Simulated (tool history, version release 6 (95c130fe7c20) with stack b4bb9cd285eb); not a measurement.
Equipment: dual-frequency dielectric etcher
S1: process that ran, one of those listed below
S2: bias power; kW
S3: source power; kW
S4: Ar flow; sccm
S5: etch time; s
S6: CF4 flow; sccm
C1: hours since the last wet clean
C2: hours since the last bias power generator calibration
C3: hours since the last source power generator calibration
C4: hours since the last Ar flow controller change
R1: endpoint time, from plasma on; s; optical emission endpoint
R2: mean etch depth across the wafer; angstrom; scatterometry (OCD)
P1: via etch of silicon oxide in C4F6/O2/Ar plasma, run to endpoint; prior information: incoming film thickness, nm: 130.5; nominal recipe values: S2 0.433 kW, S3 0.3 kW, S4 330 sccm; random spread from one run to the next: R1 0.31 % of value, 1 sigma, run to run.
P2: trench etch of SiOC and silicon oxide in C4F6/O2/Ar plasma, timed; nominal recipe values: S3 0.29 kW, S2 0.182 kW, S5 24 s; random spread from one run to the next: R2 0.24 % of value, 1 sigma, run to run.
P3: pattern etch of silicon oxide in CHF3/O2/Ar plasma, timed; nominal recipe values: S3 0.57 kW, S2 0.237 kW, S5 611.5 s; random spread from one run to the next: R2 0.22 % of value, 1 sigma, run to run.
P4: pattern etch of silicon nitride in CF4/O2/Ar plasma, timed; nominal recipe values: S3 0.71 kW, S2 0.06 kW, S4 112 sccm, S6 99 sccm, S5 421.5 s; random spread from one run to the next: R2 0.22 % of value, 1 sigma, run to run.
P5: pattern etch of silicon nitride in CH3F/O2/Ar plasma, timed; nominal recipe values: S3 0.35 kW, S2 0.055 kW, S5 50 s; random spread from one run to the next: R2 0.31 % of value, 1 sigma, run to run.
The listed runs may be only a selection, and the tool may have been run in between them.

Run 1, hour 4.7: S1 P1, S2 0.433 kW, S3 0.3 kW, S4 330 sccm; C1 108.8; C2 658.7; C3 1947; C4 3319.7. Result: R1 34.237 s.
Run 2, hour 9.5: S1 P2, S2 0.182 kW, S3 0.29 kW, S5 24 s; C1 113.6; C2 663.5; C3 1951.8; C4 3324.5. Result: R2 425.02 angstrom.
Run 3, hour 13.7: S1 P1, S2 0.433 kW, S3 0.38 kW, S4 330 sccm; C1 117.8; C2 667.7; C3 1956; C4 3328.7. Result: R1 31.49 s.
Run 4, hour 20.3: S1 P1, S2 0.516 kW, S3 0.3 kW, S4 330 sccm; C1 124.4; C2 674.3; C3 1962.6; C4 3335.3. Result: R1 31.977 s.
Run 5, hour 24.6: S1 P4, S2 0.06 kW, S3 0.71 kW, S4 112 sccm, S5 421.5 s, S6 99 sccm; C1 128.7; C2 678.6; C3 1966.9; C4 3339.6. Result: R2 11621 angstrom.
Run 6, hour 30.7: S1 P4, S2 0.06 kW, S3 0.99 kW, S4 112 sccm, S5 421.5 s, S6 99 sccm; C1 134.8; C2 684.7; C3 1973; C4 3345.7. Result: R2 15531 angstrom.
Run 7, hour 35.5: S1 P5, S2 0.055 kW, S3 0.35 kW, S5 71.5 s; C1 139.6; C2 689.5; C3 1977.8; C4 3350.5. Result: R2 427.93 angstrom.
Run 8, hour 40.9: S1 P4, S2 0.06 kW, S3 0.71 kW, S4 112 sccm, S5 252 s, S6 99 sccm; C1 145; C2 694.9; C3 1983.2; C4 3355.9. Result: R2 6929.4 angstrom.
Run 9, hour 45.5: S1 P2, S2 0.182 kW, S3 0.18 kW, S5 24 s; C1 149.6; C2 699.5; C3 1987.8; C4 3360.5. Result: R2 354.24 angstrom.
Run 10, hour 53.6: S1 P2, S2 0.182 kW, S3 0.29 kW, S5 24 s; C1 157.7; C2 707.6; C3 1995.9; C4 3368.6. Result: R2 426.32 angstrom.
Run 11, hour 62: S1 P4, S2 0.06 kW, S3 0.71 kW, S4 112 sccm, S5 421.5 s, S6 99 sccm; C1 166.1; C2 716; C3 2004.3; C4 3377. Result: R2 11632 angstrom.
Run 12, hour 68.6: S1 P3, S2 0.237 kW, S3 0.57 kW, S5 611.5 s; C1 172.7; C2 722.6; C3 2010.9; C4 3383.6. Result: R2 12870 angstrom.
Run 13, hour 74.9: S1 P1, S2 0.433 kW, S3 0.3 kW, S4 414 sccm; C1 179; C2 728.9; C3 2017.2; C4 3389.9. Result: R1 35.343 s.
Run 14, hour 82: S1 P1, S2 0.344 kW, S3 0.4 kW, S4 330 sccm; C1 186.1; C2 736; C3 2024.3; C4 3397. Result: R1 33.27 s.
Run 15, hour 89.1: S1 P5, S2 0.076 kW, S3 0.35 kW, S5 50 s; C1 193.2; C2 743.1; C3 2031.4; C4 3404.1. Result: R2 333.19 angstrom.
Run 16, hour 93.8: S1 P3, S2 0.237 kW, S3 0.67 kW, S5 611.5 s; C1 197.9; C2 747.8; C3 2036.1; C4 3408.8. Result: R2 13693 angstrom.
Run 17, hour 102.8: S1 P1, S2 0.433 kW, S3 0.3 kW, S4 330 sccm; C1 206.9; C2 756.8; C3 2045.1; C4 3417.8. Result: R1 34.027 s.
Run 18, hour 110.1: S1 P1, S2 0.433 kW, S3 0.3 kW, S4 330 sccm; C1 214.2; C2 764.1; C3 2052.4; C4 3425.1. Result: R1 34.271 s.
Run 19, hour 116: S1 P1, S2 0.433 kW, S3 0.3 kW, S4 330 sccm; C1 220.1; C2 770; C3 2058.3; C4 3431. Result: R1 34.023 s.
Run 20, hour 120.5: S1 P2, S2 0.225 kW, S3 0.29 kW, S5 24 s; C1 224.6; C2 774.5; C3 2062.8; C4 3435.5. Result: R2 457 angstrom.
Run 21, hour 126: S1 P5, S2 0.055 kW, S3 0.35 kW, S5 50 s; C1 230.1; C2 780; C3 2068.3; C4 3441. Result: R2 299.51 angstrom.
Run 22, hour 130.1: S1 P3, S2 0.237 kW, S3 0.57 kW, S5 611.5 s; C1 234.2; C2 784.1; C3 2072.4; C4 3445.1. Result: R2 12876 angstrom.
Run 23, hour 135.1: S1 P1, S2 0.433 kW, S3 0.3 kW, S4 330 sccm; C1 239.2; C2 789.1; C3 2077.4; C4 3450.1. Result: R1 34.251 s.
At hour 139: bias power generator calibrated.
Run 24, hour 142.9: S1 P3, S2 0.237 kW, S3 0.57 kW, S5 336.5 s; C1 247; C2 3.9; C3 2085.2; C4 3457.9. Result: R2 7087.3 angstrom.
Run 25, hour 150: S1 P2, S2 0.182 kW, S3 0.29 kW, S5 31.5 s; C1 254.1; C2 11; C3 2092.3; C4 3465. Result: R2 560.12 angstrom.
Run 26, hour 157.3: S1 P1, S2 0.433 kW, S3 0.3 kW, S4 330 sccm; C1 261.4; C2 18.3; C3 2099.6; C4 3472.3. Result: R1 34.458 s.
Run 27, hour 161.5: S1 P1, S2 0.314 kW, S3 0.3 kW, S4 330 sccm; C1 265.6; C2 22.5; C3 2103.8; C4 3476.5. Result: R1 38.649 s.
Run 28, hour 165.8: S1 P3, S2 0.15 kW, S3 0.57 kW, S5 611.5 s; C1 269.9; C2 26.8; C3 2108.1; C4 3480.8. Result: R2 11013 angstrom.
Run 29, hour 171.3: S1 P4, S2 0.06 kW, S3 0.71 kW, S4 112 sccm, S5 421.5 s, S6 59 sccm; C1 275.4; C2 32.3; C3 2113.6; C4 3486.3. Result: R2 10814 angstrom.
Run 30, hour 178.1: S1 P4, S2 0.06 kW, S3 0.71 kW, S4 149 sccm, S5 421.5 s, S6 99 sccm; C1 282.2; C2 39.1; C3 2120.4; C4 3493.1. Result: R2 11179 angstrom.
Run 31, hour 185.6: S1 P1, S2 0.433 kW, S3 0.21 kW, S4 330 sccm; C1 289.7; C2 46.6; C3 2127.9; C4 3500.6. Result: R1 39.129 s.
Run 32, hour 192.7: S1 P1, S2 0.433 kW, S3 0.3 kW, S4 233 sccm; C1 296.8; C2 53.7; C3 2135; C4 3507.7. Result: R1 33.125 s.
Run 33, hour 197.5: S1 P4, S2 0.075 kW, S3 0.71 kW, S4 112 sccm, S5 421.5 s, S6 99 sccm; C1 301.6; C2 58.5; C3 2139.8; C4 3512.5. Result: R2 12684 angstrom.
Run 34, hour 206.3: S1 P5, S2 0.055 kW, S3 0.49 kW, S5 50 s; C1 310.4; C2 67.3; C3 2148.6; C4 3521.3. Result: R2 341.27 angstrom.
Run 35, hour 212.6: S1 P1, S2 0.433 kW, S3 0.3 kW, S4 330 sccm; C1 316.7; C2 73.6; C3 2154.9; C4 3527.6. Result: R1 34.263 s.
Run 36, hour 217.5: S1 P1, S2 0.433 kW, S3 0.3 kW, S4 330 sccm; C1 321.6; C2 78.5; C3 2159.8; C4 3532.5. Result: R1 34.159 s.
Run 37, hour 222.1: S1 P1, S2 0.433 kW, S3 0.3 kW, S4 330 sccm; C1 326.2; C2 83.1; C3 2164.4; C4 3537.1. Result: R1 34.002 s.
Run 38, hour 231: S1 P1, S2 0.433 kW, S3 0.3 kW, S4 330 sccm; C1 335.1; C2 92; C3 2173.3; C4 3546. Result: R1 33.635 s.
Run 39, hour 235.2: S1 P1, S2 0.433 kW, S3 0.3 kW, S4 330 sccm; C1 339.3; C2 96.2; C3 2177.5; C4 3550.2. Result: R1 33.69 s.
At hour 235.4: wet clean of the chamber.
Run 40, hour 242.7: S1 P1, S2 0.433 kW, S3 0.3 kW, S4 330 sccm; C1 7.3; C2 103.7; C3 2185; C4 3557.7. Result: R1 33.786 s.
At hour 244.6: Ar flow controller replaced.
Run 41, hour 247.7: S1 P1, S2 0.433 kW, S3 0.3 kW, S4 330 sccm; C1 12.3; C2 108.7; C3 2190; C4 3.2. Result: R1 33.742 s.
Run 42, hour 256.4: S1 P1, S2 0.433 kW, S3 0.3 kW, S4 330 sccm; C1 21; C2 117.4; C3 2198.7; C4 11.9. Result: R1 33.824 s.

What P1 gives has crept away from where it was. These 2 causes fit the log equally well, each at the size given:
A: source power that arrives over what is set, % = 4.3
B: bias power that arrives over what is set, % = 4.27
The creep began at about hour 212.6.
The rest of the possible causes, and what rules out each one:
chamber walls in a state that raises the etch rate, %: was serviced at hour 235.4, once the creep was under way, yet the earlier output never came back
Ar flow that arrives under what is set, %: was serviced at hour 244.6, once the creep was under way, yet the earlier output never came back

Consider the 4 single-wafer check runs listed below, results given as question marks: which one distinguishes between the causes by giving clearly different results for each?
Run check 1, hour 265.1: S1 P2, S2 0.182 kW, S3 0.29 kW, S5 24 s. Result: R2 ?.
Run check 2, hour 265.1: S1 P3, S2 0.237 kW, S3 0.57 kW, S5 611.5 s. Result: R2 ?.
Run check 3, hour 265.1: S1 P4, S2 0.06 kW, S3 0.71 kW, S4 112 sccm, S5 421.5 s, S6 99 sccm. Result: R2 ?.
Run check 4, hour 265.1: S1 P5, S2 0.055 kW, S3 0.35 kW, S5 50 s. Result: R2 ?.

Check results expected under each cause:
  check  result    if A    if B
check 1      R2  432.77  431.63
check 2      R2   13081   13068
check 3      R2   12054   11810
check 4      R2  304.25  303.47
Minimum pairwise separation of causes per check, each pair taken at its best-separating result: check 1 0.26 %; check 2 0.09 %; check 3 2.04 %; check 4 0.26 %
The other checks would show nearly matching results whichever cause is true, so check 3 is the only one that separates the causes.

Check 3 was carried out, with these results: R2 11832 angstrom. Which of the listed causes is responsible?

The cause is B: bias power that arrives over what is set, %.
